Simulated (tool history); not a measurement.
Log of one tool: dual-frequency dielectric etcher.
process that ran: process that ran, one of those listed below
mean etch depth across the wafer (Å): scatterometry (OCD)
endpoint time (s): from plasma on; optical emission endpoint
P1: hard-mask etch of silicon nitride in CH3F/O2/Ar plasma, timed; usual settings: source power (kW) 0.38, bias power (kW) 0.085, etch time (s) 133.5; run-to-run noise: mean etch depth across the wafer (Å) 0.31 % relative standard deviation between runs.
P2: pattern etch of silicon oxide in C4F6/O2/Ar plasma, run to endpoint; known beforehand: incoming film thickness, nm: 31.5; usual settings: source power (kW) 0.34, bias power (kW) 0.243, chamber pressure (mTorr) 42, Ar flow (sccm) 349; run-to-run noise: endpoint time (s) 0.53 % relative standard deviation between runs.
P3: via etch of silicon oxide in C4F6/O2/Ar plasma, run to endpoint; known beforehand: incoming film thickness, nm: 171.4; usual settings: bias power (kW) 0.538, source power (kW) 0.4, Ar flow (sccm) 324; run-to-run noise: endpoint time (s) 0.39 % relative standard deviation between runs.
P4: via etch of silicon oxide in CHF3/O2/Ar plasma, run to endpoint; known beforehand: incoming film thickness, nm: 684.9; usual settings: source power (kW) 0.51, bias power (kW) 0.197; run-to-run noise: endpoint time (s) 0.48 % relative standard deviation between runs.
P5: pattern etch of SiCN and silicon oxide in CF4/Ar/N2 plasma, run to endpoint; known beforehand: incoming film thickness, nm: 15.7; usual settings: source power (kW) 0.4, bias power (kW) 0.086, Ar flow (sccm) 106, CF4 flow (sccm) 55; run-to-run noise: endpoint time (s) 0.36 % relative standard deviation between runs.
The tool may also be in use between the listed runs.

run,hour,process that ran,source power (kW),bias power (kW),etch time (s),chamber pressure (mTorr),Ar flow (sccm),CF4 flow (sccm),hours since the last wet clean,hours since the last source power generator calibration,hours since the last bias power generator calibration,mean etch depth across the wafer (Å),endpoint time (s)
1,12.7,P1,0.38,0.085,133.5,,,,132.3,2145.5,2265.3,955.8,
2,25.6,P4,0.3,0.197,,,,,145.2,2158.4,2278.2,,434.37
3,37.4,P2,0.34,0.145,,42,349,,157,2170.2,2290,,12.085
4,47.6,P5,0.4,0.117,,,106,55,167.2,2180.4,2300.2,,18.143
5,62.4,P1,0.38,0.069,176,,,,182,2195.2,2315,1166.2,
# hour 71.9: wet clean of the chamber
6,78.7,P3,0.55,0.538,,,324,,6.9,2211.5,2331.3,,31.936
7,89.8,P1,0.38,0.057,133.5,,,,18,2222.6,2342.4,836.04,
8,99.1,P1,0.53,0.085,180,,,,27.3,2231.9,2351.7,1471.8,
9,112.1,P2,0.34,0.243,,29.5,349,,40.3,2244.9,2364.7,,9.7721
10,127.5,P5,0.56,0.086,,,106,55,55.7,2260.3,2380.1,,15.134
11,135.3,P5,0.4,0.086,,,106,55,63.5,2268.1,2387.9,,20.243
12,149.3,P1,0.38,0.117,133.5,,,,77.5,2282.1,2401.9,1076.1,
13,165.8,P1,0.24,0.085,133.5,,,,94,2298.6,2418.4,804.81,
14,182.2,P3,0.4,0.355,,,324,,110.4,2315,2434.8,,41.974
15,194.4,P5,0.4,0.086,,,139,55,122.6,2327.2,2447,,21.181
16,202.6,P3,0.4,0.538,,,448,,130.8,2335.4,2455.2,,37.069
17,216.4,P1,0.38,0.085,182.5,,,,144.6,2349.2,2469,1311.3,
18,231.9,P1,0.38,0.085,133.5,,,,160.1,2364.7,2484.5,961.07,
19,247.4,P2,0.34,0.243,,42,349,,175.6,2380.2,2500,,10.222
20,259.7,P2,0.34,0.243,,42,349,,187.9,2392.5,2512.3,,10.169
21,275.7,P5,0.4,0.086,,,106,68,203.9,2408.5,2528.3,,19.6
22,285.2,P1,0.38,0.085,133.5,,,,213.4,2418,2537.8,963.22,
23,299.6,P4,0.51,0.197,,,,,227.8,2432.4,2552.2,,358.16
24,316.7,P1,0.54,0.085,133.5,,,,244.9,2449.5,2569.3,1093.5,
25,331.2,P2,0.45,0.243,,42,349,,259.4,2464,2583.8,,9.1469
26,344.3,P4,0.51,0.258,,,,,272.5,2477.1,2596.9,,328.3
27,361.2,P4,0.51,0.197,,,,,289.4,2494,2613.8,,355.6
28,373.2,P1,0.26,0.054,133.5,,,,301.4,2506,2625.8,714.71,
29,388.1,P2,0.34,0.243,,42,273,,316.3,2520.9,2640.7,,9.9219
30,403.6,P3,0.4,0.538,,,324,,331.8,2536.4,2656.2,,35.865
31,417.8,P1,0.38,0.085,73.5,,,,346,2550.6,2670.4,528.36,
32,426,P1,0.38,0.085,133.5,,,,354.2,2558.8,2678.6,957.01,
33,434.7,P1,0.38,0.085,133.5,,,,362.9,2567.5,2687.3,957.51,
34,450.4,P1,0.38,0.085,133.5,,,,378.6,2583.2,2703,969.43,
35,459.7,P1,0.38,0.085,133.5,,,,387.9,2592.5,2712.3,964.94,
36,475.8,P1,0.38,0.085,133.5,,,,404,2608.6,2728.4,971.87,
37,490.4,P1,0.38,0.085,133.5,,,,418.6,2623.2,2743,972.19,
38,503,P1,0.38,0.085,133.5,,,,431.2,2635.8,2755.6,974.05,
39,510.5,P1,0.38,0.085,133.5,,,,438.7,2643.3,2763.1,975.05,
40,518.7,P1,0.38,0.085,133.5,,,,446.9,2651.5,2771.3,973.94,
# hour 523.2: wet clean of the chamber
41,533.9,P1,0.38,0.085,133.5,,,,10.8,2666.7,2786.5,974.74,
42,546.5,P1,0.38,0.085,133.5,,,,23.4,2679.3,2799.1,975.03,
43,562.1,P1,0.38,0.085,133.5,,,,39,2694.9,2814.7,974.19,

What P1 gives has crept off from where it sat before. The 2 causes that follow fit the log equally well, each at the size noted:
A: source power that arrives over what is set, % = 4.15
B: bias power that arrives over what is set, % = 4.35
The creep began at about hour 434.7.
Excluded causes, each with its reason:
chamber walls in a state that raises the etch rate, %: work on it at hour 523.2, done after the drift set in, did not restore what the process gave before

Each of the check runs listed below is run on 2 wafers and reports their average, with the results left as question marks. Pick the one under which the possible causes would lead to clearly different results.
check 1,577.7,P2,0.42,0.146,,42,349,,,,,,?
check 2,577.7,P3,0.4,0.431,,,440,,,,,,?
check 3,577.7,P4,0.31,0.197,,,,,,,,,?
check 4,577.7,P5,0.54,0.086,,,106,66,,,,,?

What every check run would give for each of its results, assuming each possible cause in turn:
check,result,if A,if B
check 1,endpoint time (s),10.865,10.9
check 2,endpoint time (s),39.719,39.698
check 3,endpoint time (s),425.59,425.6
check 4,endpoint time (s),14.623,14.928
Minimum pairwise separation of causes per check, each pair taken at its best-separating result: check 1 0.32 %; check 2 0.05 %; check 3 0 %; check 4 2.07 %
Only check 4 tells the causes apart: in the others they would give nearly the same result.

The results of check 4 are: endpoint time (s) 14.6. Based on these, which of the listed causes is it?

The correct cause is A, namely: source power that arrives over what is set, %.

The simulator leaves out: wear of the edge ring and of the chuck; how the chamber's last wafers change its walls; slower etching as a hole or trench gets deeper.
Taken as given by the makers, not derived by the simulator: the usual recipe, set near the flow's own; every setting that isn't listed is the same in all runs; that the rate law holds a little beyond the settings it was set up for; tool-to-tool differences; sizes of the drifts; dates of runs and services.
